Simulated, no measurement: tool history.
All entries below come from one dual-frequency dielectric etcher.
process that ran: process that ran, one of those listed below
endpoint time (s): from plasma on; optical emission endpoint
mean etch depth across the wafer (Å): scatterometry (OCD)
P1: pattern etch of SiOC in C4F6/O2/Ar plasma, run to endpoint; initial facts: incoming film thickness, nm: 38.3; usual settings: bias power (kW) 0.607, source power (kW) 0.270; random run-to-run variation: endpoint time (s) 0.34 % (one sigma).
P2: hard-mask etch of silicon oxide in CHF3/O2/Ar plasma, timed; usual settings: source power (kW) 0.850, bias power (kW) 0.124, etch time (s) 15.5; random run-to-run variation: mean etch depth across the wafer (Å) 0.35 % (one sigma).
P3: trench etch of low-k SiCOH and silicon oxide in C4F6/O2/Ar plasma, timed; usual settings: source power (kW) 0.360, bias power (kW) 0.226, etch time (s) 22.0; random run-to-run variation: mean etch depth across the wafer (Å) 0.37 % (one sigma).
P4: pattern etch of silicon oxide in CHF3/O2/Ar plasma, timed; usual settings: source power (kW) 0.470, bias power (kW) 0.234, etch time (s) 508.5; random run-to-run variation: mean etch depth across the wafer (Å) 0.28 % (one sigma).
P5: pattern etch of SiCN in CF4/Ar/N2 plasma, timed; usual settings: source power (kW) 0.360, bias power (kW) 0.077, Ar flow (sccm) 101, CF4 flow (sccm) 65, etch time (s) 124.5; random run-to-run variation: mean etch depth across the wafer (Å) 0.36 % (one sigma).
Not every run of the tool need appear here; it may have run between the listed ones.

run,hour,process that ran,bias power (kW),source power (kW),etch time (s),Ar flow (sccm),CF4 flow (sccm),hours since the last wet clean,hours since the last bias power generator calibration,hours since the last source power generator calibration,endpoint time (s),mean etch depth across the wafer (Å)
1,8.9,P1,0.607,0.270,,,,252.5,1970.3,1209.6,14.049,
2,15.7,P3,0.226,0.360,22.0,,,259.3,1977.1,1216.4,,692.27
3,25.1,P3,0.226,0.490,22.0,,,268.7,1986.5,1225.8,,780.50
4,32.1,P1,0.607,0.270,,,,275.7,1993.5,1232.8,14.035,
5,38.1,P1,0.607,0.210,,,,281.7,1999.5,1238.8,15.370,
6,47.1,P5,0.077,0.360,88.5,101,65,290.7,2008.5,1247.8,,624.52
7,52.9,P5,0.060,0.360,124.5,101,65,296.5,2014.3,1253.6,,802.71
8,62.2,P5,0.077,0.360,124.5,101,85,305.8,2023.6,1262.9,,916.12
9,69.4,P5,0.077,0.360,124.5,123,65,313.0,2030.8,1270.1,,851.88
10,78.1,P4,0.234,0.470,508.5,,,321.7,2039.5,1278.8,,10014.00
11,85.9,P2,0.124,0.850,15.5,,,329.5,2047.3,1286.6,,300.37
12,93.8,P1,0.422,0.270,,,,337.4,2055.2,1294.5,16.053,
13,102.2,P2,0.124,0.850,23.0,,,345.8,2063.6,1302.9,,443.50
14,112.6,P4,0.234,0.470,508.5,,,356.2,2074.0,1313.3,,10033.00
15,118.2,P1,0.468,0.160,,,,361.8,2079.6,1318.9,18.768,
# hour 127.8: source power generator calibrated
16,129.2,P1,0.607,0.270,,,,372.8,2090.6,1.4,14.020,
# hour 131.0: wet clean of the chamber
17,137.6,P3,0.226,0.360,27.0,,,6.6,2099.0,9.8,,844.18
18,145.5,P4,0.166,0.470,508.5,,,14.5,2106.9,17.7,,8924.80
19,157.0,P3,0.306,0.360,22.0,,,26.0,2118.4,29.2,,768.89
20,165.7,P4,0.234,0.330,508.5,,,34.7,2127.1,37.9,,8832.90
21,174.7,P5,0.077,0.270,124.5,101,65,43.7,2136.1,46.9,,685.69
22,185.9,P1,0.415,0.320,,,,54.9,2147.3,58.1,15.253,
23,194.3,P4,0.234,0.470,284.0,,,63.3,2155.7,66.5,,5607.40
24,205.4,P1,0.607,0.370,,,,74.4,2166.8,77.6,12.576,
25,211.1,P1,0.829,0.380,,,,80.1,2172.5,83.3,10.984,
26,217.8,P2,0.124,1.160,15.5,,,86.8,2179.2,90.0,,339.37
27,226.3,P5,0.077,0.360,124.5,101,65,95.3,2187.7,98.5,,881.65
28,237.3,P2,0.156,0.850,15.5,,,106.3,2198.7,109.5,,322.66
29,246.3,P1,0.607,0.270,,,,115.3,2207.7,118.5,14.120,
30,256.8,P1,0.737,0.270,,,,125.8,2218.2,129.0,13.037,
31,267.3,P1,0.607,0.270,,,,136.3,2228.7,139.5,14.006,
32,278.3,P1,0.607,0.270,,,,147.3,2239.7,150.5,14.165,
33,287.6,P1,0.607,0.270,,,,156.6,2249.0,159.8,14.163,
34,296.6,P1,0.607,0.270,,,,165.6,2258.0,168.8,14.209,
35,308.1,P1,0.607,0.270,,,,177.1,2269.5,180.3,14.225,
36,313.7,P1,0.607,0.270,,,,182.7,2275.1,185.9,14.166,
37,323.6,P1,0.607,0.270,,,,192.6,2285.0,195.8,14.236,
38,329.7,P1,0.607,0.270,,,,198.7,2291.1,201.9,14.270,
# hour 339.4: wet clean of the chamber
39,341.2,P1,0.607,0.270,,,,1.8,2302.6,213.4,14.208,
40,347.1,P1,0.607,0.270,,,,7.7,2308.5,219.3,14.277,
41,354.3,P1,0.607,0.270,,,,14.9,2315.7,226.5,14.306,
42,364.4,P1,0.607,0.270,,,,25.0,2325.8,236.6,14.318,

P1 has crept away from where it was. The log is fitted equally well by each of these 2 causes, at the sizes shown:
A: bias power that arrives under what is set, % = 4.23
B: source power that arrives under what is set, % = 4.52
Onset of the creep was near hour 267.3.
Every other cause this tool's parts could produce, and why it does not fit the log:
chamber walls in a state that lowers the etch rate, %: serviced at hour 339.4, after the change had begun; the process did not return to its earlier output

Below are 4 check runs, each averaged over 2 wafers, with their results shown as question marks. Which of them would give clearly different results depending on which cause is behind the drift?
check 1,374.5,P3,0.226,0.360,22.0,,,,,,,?
check 2,374.5,P4,0.234,0.470,508.5,,,,,,,?
check 3,374.5,P5,0.077,0.360,124.5,101,65,,,,,?
check 4,374.5,P2,0.124,0.850,15.5,,,,,,,?

What each check would give under each cause:
check,result,if A,if B
check 1,mean etch depth across the wafer (Å),680.80,678.51
check 2,mean etch depth across the wafer (Å),9881.60,9862.80
check 3,mean etch depth across the wafer (Å),863.76,842.56
check 4,mean etch depth across the wafer (Å),296.72,295.15
How far apart the two closest causes lie, in the result that separates them most: check 1 0.34 %; check 2 0.19 %; check 3 2.48 %; check 4 0.53 %
Check 3 distinguishes between the causes, while the remaining checks would return nearly the same result for all of them.

With check 3 done, the readings were: mean etch depth across the wafer (Å) 865.05. Identify which of the listed causes applies.

Of the candidate causes, it is A: bias power that arrives under what is set, %.
